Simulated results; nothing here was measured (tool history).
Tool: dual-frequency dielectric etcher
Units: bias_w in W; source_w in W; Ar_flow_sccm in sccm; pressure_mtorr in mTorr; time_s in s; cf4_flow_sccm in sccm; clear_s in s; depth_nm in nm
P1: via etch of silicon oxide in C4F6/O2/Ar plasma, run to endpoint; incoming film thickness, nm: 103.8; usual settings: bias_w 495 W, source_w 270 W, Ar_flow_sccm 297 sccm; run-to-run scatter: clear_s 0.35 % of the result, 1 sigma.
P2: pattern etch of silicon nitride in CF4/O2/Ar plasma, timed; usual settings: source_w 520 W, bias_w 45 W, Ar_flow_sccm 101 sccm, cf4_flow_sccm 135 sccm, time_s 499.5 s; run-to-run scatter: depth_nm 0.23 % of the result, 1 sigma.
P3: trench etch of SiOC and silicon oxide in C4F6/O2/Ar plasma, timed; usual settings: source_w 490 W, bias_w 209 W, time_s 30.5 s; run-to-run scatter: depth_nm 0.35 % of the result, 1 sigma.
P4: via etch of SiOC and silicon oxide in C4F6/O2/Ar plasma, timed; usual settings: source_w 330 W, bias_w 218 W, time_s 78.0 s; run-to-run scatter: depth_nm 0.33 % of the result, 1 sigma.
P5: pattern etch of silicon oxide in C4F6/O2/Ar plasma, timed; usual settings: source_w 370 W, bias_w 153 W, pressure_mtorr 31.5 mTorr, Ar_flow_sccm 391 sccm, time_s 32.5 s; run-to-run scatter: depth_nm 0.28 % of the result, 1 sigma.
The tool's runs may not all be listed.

run	hour	process	bias_w	source_w	Ar_flow_sccm	pressure_mtorr	time_s	cf4_flow_sccm	clear_s	depth_nm
1	13.4	P1	495	270	297				25.531	
2	28.2	P1	495	180	203				28.448	
3	36.3	P1	495	270	297				25.512	
4	47.5	P5	153	370	391	39.5	32.5			86.981
# hour 59.1: source power generator calibrated
5	62.1	P3	122	490			30.5			58.188
6	74.3	P2	61	520	101		499.5	135		1087.600
7	88.9	P1	495	390	297				22.263	
8	102.1	P2	45	330	101		499.5	135		650.170
9	108.8	P3	209	490			30.5			68.346
10	118.6	P1	495	270	391				26.262	
11	126.4	P4	218	260			78.0			82.084
12	136.0	P1	495	270	297				25.407	
13	148.0	P4	218	330			78.0			89.977
14	158.6	P4	132	330			78.0			76.838
15	171.4	P5	188	370	391	31.5	32.5			94.686
16	178.4	P5	153	370	391	31.5	32.5			88.585
17	190.8	P5	153	490	391	31.5	32.5			99.246
18	205.5	P1	495	270	297				25.443	
19	215.0	P2	45	520	101		744.0	135		1449.700
20	227.4	P1	354	270	297				29.062	
21	238.9	P1	665	270	297				22.573	
22	253.0	P2	45	520	101		499.5	135		970.530
23	267.7	P3	209	490			40.0			89.699
24	274.9	P1	641	270	232				22.563	
25	289.7	P1	495	340	240				22.742	
26	297.1	P2	45	520	79		499.5	135		997.730
27	311.8	P1	495	270	219				24.567	
28	322.8	P5	153	370	391	31.5	47.5			129.740
29	335.2	P1	495	160	297				30.696	
30	342.9	P3	209	620			30.5			74.727
31	354.7	P4	218	330			50.0			57.499
32	361.5	P3	209	490			30.5			68.419
33	370.4	P4	218	330			78.0			90.348
34	378.6	P5	153	370	495	31.5	32.5			87.085
35	387.9	P2	45	520	101		499.5	99		937.160
36	400.8	P1	495	270	297				25.560	
37	412.3	P1	495	270	297				25.245	
38	424.9	P1	495	270	297				25.139	
39	435.2	P1	495	270	297				25.122	
# hour 436.2: wet clean of the chamber
40	442.2	P1	495	270	297				24.989	
# hour 444.7: Ar flow controller replaced
41	454.1	P1	495	270	297				25.023	
42	468.3	P1	495	270	297				24.888	

What P1 gives has crept away from where it was. These 2 causes fit the log equally well, each at the size given:
A: bias power that arrives over what is set, % = 4.72
B: source power that arrives over what is set, % = 4.92
The creep began at about hour 400.8.
Why every other cause is out:
chamber walls in a state that raises the etch rate, %: serviced at hour 436.2, which brought nothing back
Ar flow that arrives under what is set, %: serviced at hour 444.7, which brought nothing back

4 check runs are offered, one wafer each, their results left as question marks. Which one tells the causes apart?
check 1	482.5	P4	150	330			78.0			?
check 2	482.5	P2	45	430	101		601.0	135		?
check 3	482.5	P3	138	490			38.0			?
check 4	482.5	P5	184	370	391	31.5	45.5			?

What each check would give under each cause:
check	result	if A	if B
check 1	depth_nm	80.752	81.090
check 2	depth_nm	1006.900	1033.000
check 3	depth_nm	76.099	76.521
check 4	depth_nm	134.210	134.730
How far apart the two closest causes lie, in the result that separates them most: check 1 0.42 %; check 2 2.56 %; check 3 0.55 %; check 4 0.39 %
Check 2 tells the causes apart: in the others they would give nearly the same result.

Check 2 was then run and gave: depth_nm 1038.100 nm. Which cause is it?

It is B: source power that arrives over what is set, %.
